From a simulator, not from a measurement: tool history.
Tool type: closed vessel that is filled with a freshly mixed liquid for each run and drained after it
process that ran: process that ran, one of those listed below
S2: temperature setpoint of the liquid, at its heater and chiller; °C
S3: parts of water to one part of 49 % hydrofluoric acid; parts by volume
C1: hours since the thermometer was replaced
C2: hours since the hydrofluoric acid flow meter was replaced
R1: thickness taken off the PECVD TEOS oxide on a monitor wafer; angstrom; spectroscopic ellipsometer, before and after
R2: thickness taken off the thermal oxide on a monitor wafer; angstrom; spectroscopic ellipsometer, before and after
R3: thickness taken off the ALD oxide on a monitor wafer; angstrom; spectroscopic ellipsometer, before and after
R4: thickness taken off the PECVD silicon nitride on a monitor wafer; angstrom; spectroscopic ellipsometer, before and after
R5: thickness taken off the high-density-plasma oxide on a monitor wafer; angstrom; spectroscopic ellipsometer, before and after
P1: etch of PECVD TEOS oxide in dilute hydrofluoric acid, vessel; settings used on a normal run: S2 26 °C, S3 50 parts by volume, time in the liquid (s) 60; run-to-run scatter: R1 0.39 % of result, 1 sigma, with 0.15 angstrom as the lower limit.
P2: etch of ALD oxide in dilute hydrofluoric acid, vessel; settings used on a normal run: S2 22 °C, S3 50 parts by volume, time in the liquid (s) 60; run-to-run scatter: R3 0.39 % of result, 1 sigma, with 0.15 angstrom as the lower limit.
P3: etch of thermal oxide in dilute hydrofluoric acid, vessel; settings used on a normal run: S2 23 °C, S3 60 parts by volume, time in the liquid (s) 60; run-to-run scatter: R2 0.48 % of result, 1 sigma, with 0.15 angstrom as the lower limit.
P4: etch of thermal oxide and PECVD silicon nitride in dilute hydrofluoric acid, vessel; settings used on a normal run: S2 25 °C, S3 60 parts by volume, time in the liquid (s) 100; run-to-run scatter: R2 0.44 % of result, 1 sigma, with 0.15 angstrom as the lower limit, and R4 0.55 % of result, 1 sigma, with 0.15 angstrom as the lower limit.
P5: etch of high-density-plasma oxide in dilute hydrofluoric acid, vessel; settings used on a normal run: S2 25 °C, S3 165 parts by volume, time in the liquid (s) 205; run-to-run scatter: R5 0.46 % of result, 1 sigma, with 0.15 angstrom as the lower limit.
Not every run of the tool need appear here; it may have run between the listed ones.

run 1 hour=10.5 | process_that_ran=P1 S2=26 S3=50 time_in_the_liquid_(s)=60 | C1=438.4 C2=968.4 | R1=162.29
run 2 hour=25.5 | process_that_ran=P3 S2=23 S3=100 time_in_the_liquid_(s)=60 | C1=453.4 C2=983.4 | R2=27.49
run 3 hour=39.7 | process_that_ran=P3 S2=23 S3=60 time_in_the_liquid_(s)=115 | C1=467.6 C2=997.6 | R2=93.279
run 4 hour=50.5 | process_that_ran=P1 S2=26 S3=50 time_in_the_liquid_(s)=60 | C1=478.4 C2=1008.4 | R1=162.65
run 5 hour=64.7 | process_that_ran=P2 S2=22 S3=20 time_in_the_liquid_(s)=60 | C1=492.6 C2=1022.6 | R3=808.58
run 6 hour=72.4 | process_that_ran=P4 S2=25 S3=60 time_in_the_liquid_(s)=100 | C1=500.3 C2=1030.3 | R2=82.32 R4=65.674
run 7 hour=80.5 | process_that_ran=P1 S2=26 S3=30 time_in_the_liquid_(s)=60 | C1=508.4 C2=1038.4 | R1=277.71
-- hour=93.5 hydrofluoric acid flow meter replaced
run 8 hour=97.4 | process_that_ran=P3 S2=23 S3=60 time_in_the_liquid_(s)=60 | C1=525.3 C2=3.9 | R2=48.732
run 9 hour=112.8 | process_that_ran=P1 S2=26 S3=50 time_in_the_liquid_(s)=60 | C1=540.7 C2=19.3 | R1=162.46
run 10 hour=127.7 | process_that_ran=P4 S2=18 S3=60 time_in_the_liquid_(s)=100 | C1=555.6 C2=34.2 | R2=60.743 R4=40.895
run 11 hour=143.2 | process_that_ran=P1 S2=26 S3=50 time_in_the_liquid_(s)=60 | C1=571.1 C2=49.7 | R1=162.36
run 12 hour=153.9 | process_that_ran=P1 S2=34 S3=50 time_in_the_liquid_(s)=60 | C1=581.8 C2=60.4 | R1=222.61
run 13 hour=168.6 | process_that_ran=P1 S2=26 S3=50 time_in_the_liquid_(s)=60 | C1=596.5 C2=75.1 | R1=163.15
run 14 hour=177.5 | process_that_ran=P1 S2=18 S3=50 time_in_the_liquid_(s)=30 | C1=605.4 C2=84 | R1=57.937
run 15 hour=188 | process_that_ran=P5 S2=25 S3=165 time_in_the_liquid_(s)=205 | C1=615.9 C2=94.5 | R5=80.506
run 16 hour=204.6 | process_that_ran=P1 S2=26 S3=50 time_in_the_liquid_(s)=60 | C1=632.5 C2=111.1 | R1=161.95
run 17 hour=213.1 | process_that_ran=P2 S2=22 S3=50 time_in_the_liquid_(s)=100 | C1=641 C2=119.6 | R3=524.16
run 18 hour=230 | process_that_ran=P4 S2=25 S3=60 time_in_the_liquid_(s)=45 | C1=657.9 C2=136.5 | R2=36.65 R4=29.833
run 19 hour=240.6 | process_that_ran=P4 S2=25 S3=60 time_in_the_liquid_(s)=100 | C1=668.5 C2=147.1 | R2=81.513 R4=65.94
run 20 hour=256.7 | process_that_ran=P1 S2=26 S3=50 time_in_the_liquid_(s)=30 | C1=684.6 C2=163.2 | R1=81.013
run 21 hour=273.6 | process_that_ran=P3 S2=23 S3=60 time_in_the_liquid_(s)=60 | C1=701.5 C2=180.1 | R2=48.485
run 22 hour=284 | process_that_ran=P4 S2=25 S3=95 time_in_the_liquid_(s)=100 | C1=711.9 C2=190.5 | R2=49.396 R4=42.027
run 23 hour=291.6 | process_that_ran=P2 S2=22 S3=50 time_in_the_liquid_(s)=60 | C1=719.5 C2=198.1 | R3=313.14
run 24 hour=303.4 | process_that_ran=P5 S2=25 S3=165 time_in_the_liquid_(s)=205 | C1=731.3 C2=209.9 | R5=80.467
run 25 hour=319.2 | process_that_ran=P1 S2=21.5 S3=50 time_in_the_liquid_(s)=60 | C1=747.1 C2=225.7 | R1=135.11
run 26 hour=334 | process_that_ran=P5 S2=25 S3=55 time_in_the_liquid_(s)=205 | C1=761.9 C2=240.5 | R5=275.62
run 27 hour=347.7 | process_that_ran=P1 S2=26 S3=85 time_in_the_liquid_(s)=60 | C1=775.6 C2=254.2 | R1=91.058
run 28 hour=362.4 | process_that_ran=P1 S2=33.5 S3=20 time_in_the_liquid_(s)=60 | C1=790.3 C2=268.9 | R1=574.31
run 29 hour=375 | process_that_ran=P1 S2=26 S3=50 time_in_the_liquid_(s)=95 | C1=802.9 C2=281.5 | R1=257.68
run 30 hour=383.8 | process_that_ran=P2 S2=29 S3=50 time_in_the_liquid_(s)=60 | C1=811.7 C2=290.3 | R3=416.53
run 31 hour=391.1 | process_that_ran=P1 S2=26 S3=50 time_in_the_liquid_(s)=60 | C1=819 C2=297.6 | R1=161.93
run 32 hour=398.7 | process_that_ran=P5 S2=25 S3=165 time_in_the_liquid_(s)=375 | C1=826.6 C2=305.2 | R5=146.92
run 33 hour=410.1 | process_that_ran=P5 S2=19 S3=165 time_in_the_liquid_(s)=205 | C1=838 C2=316.6 | R5=63.763
run 34 hour=420.3 | process_that_ran=P1 S2=18.5 S3=90 time_in_the_liquid_(s)=60 | C1=848.2 C2=326.8 | R1=63.534
run 35 hour=427.9 | process_that_ran=P3 S2=28 S3=60 time_in_the_liquid_(s)=60 | C1=855.8 C2=334.4 | R2=59.486
run 36 hour=439.2 | process_that_ran=P1 S2=26 S3=50 time_in_the_liquid_(s)=60 | C1=867.1 C2=345.7 | R1=162.59
run 37 hour=450.3 | process_that_ran=P1 S2=26 S3=50 time_in_the_liquid_(s)=60 | C1=878.2 C2=356.8 | R1=158.21
run 38 hour=465.9 | process_that_ran=P1 S2=26 S3=50 time_in_the_liquid_(s)=60 | C1=893.8 C2=372.4 | R1=152.25
run 39 hour=473.8 | process_that_ran=P1 S2=26 S3=50 time_in_the_liquid_(s)=60 | C1=901.7 C2=380.3 | R1=150.8
run 40 hour=483.3 | process_that_ran=P1 S2=26 S3=50 time_in_the_liquid_(s)=60 | C1=911.2 C2=389.8 | R1=148.98
run 41 hour=497.3 | process_that_ran=P1 S2=26 S3=50 time_in_the_liquid_(s)=60 | C1=925.2 C2=403.8 | R1=149.55
run 42 hour=510 | process_that_ran=P1 S2=26 S3=50 time_in_the_liquid_(s)=60 | C1=937.9 C2=416.5 | R1=146.72
run 43 hour=524.2 | process_that_ran=P1 S2=26 S3=50 time_in_the_liquid_(s)=60 | C1=952.1 C2=430.7 | R1=147.28

Estimate the outcome of run 44 from the log above:
run 44 hour=532.6 | process_that_ran=P1 S2=26 S3=50 time_in_the_liquid_(s)=60 | C1=960.5 C2=439.1 | R1=?

{"run 44": {"R1": 147.33}}
